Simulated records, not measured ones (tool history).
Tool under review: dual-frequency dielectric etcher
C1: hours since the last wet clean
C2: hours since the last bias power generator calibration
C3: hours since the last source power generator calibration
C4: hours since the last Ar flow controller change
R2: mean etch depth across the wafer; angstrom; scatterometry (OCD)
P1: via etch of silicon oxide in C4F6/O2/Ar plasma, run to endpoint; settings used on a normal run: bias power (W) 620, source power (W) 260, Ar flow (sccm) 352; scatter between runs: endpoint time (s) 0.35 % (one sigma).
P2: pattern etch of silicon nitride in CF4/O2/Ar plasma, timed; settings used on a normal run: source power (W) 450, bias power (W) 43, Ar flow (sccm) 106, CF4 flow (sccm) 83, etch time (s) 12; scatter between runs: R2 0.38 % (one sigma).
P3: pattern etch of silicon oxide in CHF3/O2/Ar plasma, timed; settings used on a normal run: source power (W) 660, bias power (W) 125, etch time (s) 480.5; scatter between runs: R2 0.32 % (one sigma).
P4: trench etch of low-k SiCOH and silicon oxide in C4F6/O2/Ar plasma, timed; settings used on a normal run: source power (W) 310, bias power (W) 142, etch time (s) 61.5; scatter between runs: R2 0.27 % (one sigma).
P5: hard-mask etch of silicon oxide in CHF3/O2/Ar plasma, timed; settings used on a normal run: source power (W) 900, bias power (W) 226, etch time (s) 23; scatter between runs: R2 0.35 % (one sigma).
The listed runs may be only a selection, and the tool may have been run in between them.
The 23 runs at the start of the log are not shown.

{"hour": 306.2, "done": "bias power generator calibrated"}
{"run": 24, "hour": 316.8, "process that ran": "P5", "bias power (W)": 152, "source power (W)": 900, "etch time (s)": 23, "C1": 733.3, "C2": 10.6, "C3": 1433.6, "C4": 1293.2, "R2": 498.81}
{"run": 25, "hour": 335.0, "process that ran": "P1", "bias power (W)": 620, "source power (W)": 210, "Ar flow (sccm)": 273, "C1": 751.5, "C2": 28.8, "C3": 1451.8, "C4": 1311.4, "endpoint time (s)": 33.15}
{"run": 26, "hour": 345.7, "process that ran": "P5", "bias power (W)": 226, "source power (W)": 660, "etch time (s)": 23, "C1": 762.2, "C2": 39.5, "C3": 1462.5, "C4": 1322.1, "R2": 503.96}
{"run": 27, "hour": 363.4, "process that ran": "P1", "bias power (W)": 620, "source power (W)": 350, "Ar flow (sccm)": 352, "C1": 779.9, "C2": 57.2, "C3": 1480.2, "C4": 1339.8, "endpoint time (s)": 28.466}
{"run": 28, "hour": 378.6, "process that ran": "P4", "bias power (W)": 142, "source power (W)": 190, "etch time (s)": 61.5, "C1": 795.1, "C2": 72.4, "C3": 1495.4, "C4": 1355, "R2": 1383.8}
{"run": 29, "hour": 394.9, "process that ran": "P1", "bias power (W)": 620, "source power (W)": 260, "Ar flow (sccm)": 352, "C1": 811.4, "C2": 88.7, "C3": 1511.7, "C4": 1371.3, "endpoint time (s)": 31.713}
{"run": 30, "hour": 407.2, "process that ran": "P3", "bias power (W)": 125, "source power (W)": 660, "etch time (s)": 353.5, "C1": 823.7, "C2": 101, "C3": 1524, "C4": 1383.6, "R2": 6416.4}
{"run": 31, "hour": 424.6, "process that ran": "P3", "bias power (W)": 73, "source power (W)": 660, "etch time (s)": 480.5, "C1": 841.1, "C2": 118.4, "C3": 1541.4, "C4": 1401, "R2": 7463.1}
{"run": 32, "hour": 437.4, "process that ran": "P1", "bias power (W)": 620, "source power (W)": 260, "Ar flow (sccm)": 352, "C1": 853.9, "C2": 131.2, "C3": 1554.2, "C4": 1413.8, "endpoint time (s)": 31.543}
{"run": 33, "hour": 453.7, "process that ran": "P1", "bias power (W)": 620, "source power (W)": 260, "Ar flow (sccm)": 352, "C1": 870.2, "C2": 147.5, "C3": 1570.5, "C4": 1430.1, "endpoint time (s)": 31.742}
{"run": 34, "hour": 466.5, "process that ran": "P1", "bias power (W)": 620, "source power (W)": 260, "Ar flow (sccm)": 352, "C1": 883, "C2": 160.3, "C3": 1583.3, "C4": 1442.9, "endpoint time (s)": 31.461}
{"run": 35, "hour": 478.1, "process that ran": "P1", "bias power (W)": 620, "source power (W)": 260, "Ar flow (sccm)": 352, "C1": 894.6, "C2": 171.9, "C3": 1594.9, "C4": 1454.5, "endpoint time (s)": 31.863}
{"run": 36, "hour": 489.6, "process that ran": "P1", "bias power (W)": 620, "source power (W)": 260, "Ar flow (sccm)": 352, "C1": 906.1, "C2": 183.4, "C3": 1606.4, "C4": 1466, "endpoint time (s)": 32.019}
{"run": 37, "hour": 497.6, "process that ran": "P1", "bias power (W)": 620, "source power (W)": 260, "Ar flow (sccm)": 352, "C1": 914.1, "C2": 191.4, "C3": 1614.4, "C4": 1474, "endpoint time (s)": 32.133}

The next listed run, before its measurement:
{"run": 38, "hour": 508.2, "process that ran": "P1", "bias power (W)": 620, "source power (W)": 260, "Ar flow (sccm)": 352, "C1": 924.7, "C2": 202, "C3": 1625, "C4": 1484.6, "endpoint time (s)": "?"}

endpoint time (s): 32.119
